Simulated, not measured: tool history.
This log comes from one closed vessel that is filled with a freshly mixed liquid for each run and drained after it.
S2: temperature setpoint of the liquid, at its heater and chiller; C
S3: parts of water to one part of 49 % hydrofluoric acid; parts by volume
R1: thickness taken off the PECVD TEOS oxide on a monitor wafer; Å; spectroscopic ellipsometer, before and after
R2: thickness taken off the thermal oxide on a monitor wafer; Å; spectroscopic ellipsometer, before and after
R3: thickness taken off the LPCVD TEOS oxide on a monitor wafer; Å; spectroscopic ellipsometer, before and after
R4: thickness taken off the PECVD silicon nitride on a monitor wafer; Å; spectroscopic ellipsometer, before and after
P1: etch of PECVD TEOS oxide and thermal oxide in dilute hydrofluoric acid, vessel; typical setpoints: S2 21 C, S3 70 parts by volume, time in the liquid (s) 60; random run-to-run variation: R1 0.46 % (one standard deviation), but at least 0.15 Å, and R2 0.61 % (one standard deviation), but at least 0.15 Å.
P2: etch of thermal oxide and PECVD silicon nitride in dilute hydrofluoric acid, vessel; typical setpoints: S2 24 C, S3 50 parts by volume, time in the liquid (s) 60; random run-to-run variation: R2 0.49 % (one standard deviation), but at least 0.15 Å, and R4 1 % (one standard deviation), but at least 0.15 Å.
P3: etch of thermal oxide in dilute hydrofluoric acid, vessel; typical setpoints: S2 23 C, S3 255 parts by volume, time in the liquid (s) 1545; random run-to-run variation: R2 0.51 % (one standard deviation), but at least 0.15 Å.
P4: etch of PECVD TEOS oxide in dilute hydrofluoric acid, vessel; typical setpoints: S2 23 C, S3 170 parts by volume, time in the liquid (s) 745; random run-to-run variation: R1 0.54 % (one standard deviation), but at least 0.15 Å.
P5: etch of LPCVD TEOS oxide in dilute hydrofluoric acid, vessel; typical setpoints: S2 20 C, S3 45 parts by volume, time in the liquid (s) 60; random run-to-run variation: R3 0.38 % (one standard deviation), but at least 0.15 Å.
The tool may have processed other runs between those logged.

Run 1, hour 7.0: process that ran P1, S2 21 C, S3 70 parts by volume, time in the liquid (s) 60. Result: R1 119.210 Å, R2 38.633 Å.
Run 2, hour 15.3: process that ran P1, S2 21 C, S3 70 parts by volume, time in the liquid (s) 60. Result: R1 119.360 Å, R2 38.705 Å.
Run 3, hour 21.6: process that ran P5, S2 28 C, S3 45 parts by volume, time in the liquid (s) 60. Result: R3 950.60 Å.
Run 4, hour 29.5: process that ran P2, S2 17 C, S3 50 parts by volume, time in the liquid (s) 60. Result: R2 44.210 Å, R4 12.5020 Å.
Run 5, hour 38.4: process that ran P1, S2 17 C, S3 70 parts by volume, time in the liquid (s) 60. Result: R1 100.340 Å, R2 31.988 Å.
Run 6, hour 43.6: process that ran P1, S2 21 C, S3 105 parts by volume, time in the liquid (s) 60. Result: R1 76.581 Å, R2 24.601 Å.
Run 7, hour 51.0: process that ran P1, S2 17 C, S3 30 parts by volume, time in the liquid (s) 60. Result: R1 246.010 Å, R2 79.263 Å.
Run 8, hour 58.0: process that ran P1, S2 21 C, S3 70 parts by volume, time in the liquid (s) 30. Result: R1 59.784 Å, R2 19.352 Å.
Run 9, hour 65.0: process that ran P3, S2 23 C, S3 255 parts by volume, time in the liquid (s) 1545. Result: R2 221.820 Å.
Run 10, hour 69.4: process that ran P2, S2 24 C, S3 50 parts by volume, time in the liquid (s) 30. Result: R2 29.446 Å, R4 9.9809 Å.
Run 11, hour 75.2: process that ran P1, S2 21 C, S3 70 parts by volume, time in the liquid (s) 60. Result: R1 118.200 Å, R2 39.487 Å.
Run 12, hour 80.0: process that ran P2, S2 24 C, S3 90 parts by volume, time in the liquid (s) 60. Result: R2 31.211 Å, R4 11.1720 Å.
Run 13, hour 85.9: process that ran P5, S2 20 C, S3 45 parts by volume, time in the liquid (s) 60. Result: R3 685.49 Å.
Run 14, hour 91.3: process that ran P1, S2 25 C, S3 70 parts by volume, time in the liquid (s) 85. Result: R1 198.690 Å, R2 64.335 Å.
Run 15, hour 98.6: process that ran P4, S2 23 C, S3 170 parts by volume, time in the liquid (s) 745. Result: R1 341.060 Å.
Run 16, hour 106.7: process that ran P1, S2 21 C, S3 70 parts by volume, time in the liquid (s) 60. Result: R1 119.210 Å, R2 38.607 Å.
Run 17, hour 110.9: process that ran P5, S2 20 C, S3 45 parts by volume, time in the liquid (s) 105. Result: R3 1188.80 Å.
Run 18, hour 115.6: process that ran P4, S2 23 C, S3 40 parts by volume, time in the liquid (s) 745. Result: R1 1686.000 Å.
Run 19, hour 121.8: process that ran P3, S2 23 C, S3 255 parts by volume, time in the liquid (s) 1545. Result: R2 220.960 Å.
Run 20, hour 126.4: process that ran P5, S2 20 C, S3 45 parts by volume, time in the liquid (s) 60. Result: R3 682.49 Å.
Run 21, hour 134.3: process that ran P1, S2 21 C, S3 25 parts by volume, time in the liquid (s) 60. Result: R1 351.060 Å, R2 114.320 Å.
Run 22, hour 141.3: process that ran P3, S2 23 C, S3 255 parts by volume, time in the liquid (s) 2935. Result: R2 421.040 Å.
Run 23, hour 146.0: process that ran P3, S2 23 C, S3 45 parts by volume, time in the liquid (s) 1545. Result: R2 1580.500 Å.

The next listed run, before its measurement:
Run 24, hour 152.6: process that ran P4, S2 23 C, S3 170 parts by volume, time in the liquid (s) 265. Result: R1 ?.

{"run 24": {"R1": 120.54}}

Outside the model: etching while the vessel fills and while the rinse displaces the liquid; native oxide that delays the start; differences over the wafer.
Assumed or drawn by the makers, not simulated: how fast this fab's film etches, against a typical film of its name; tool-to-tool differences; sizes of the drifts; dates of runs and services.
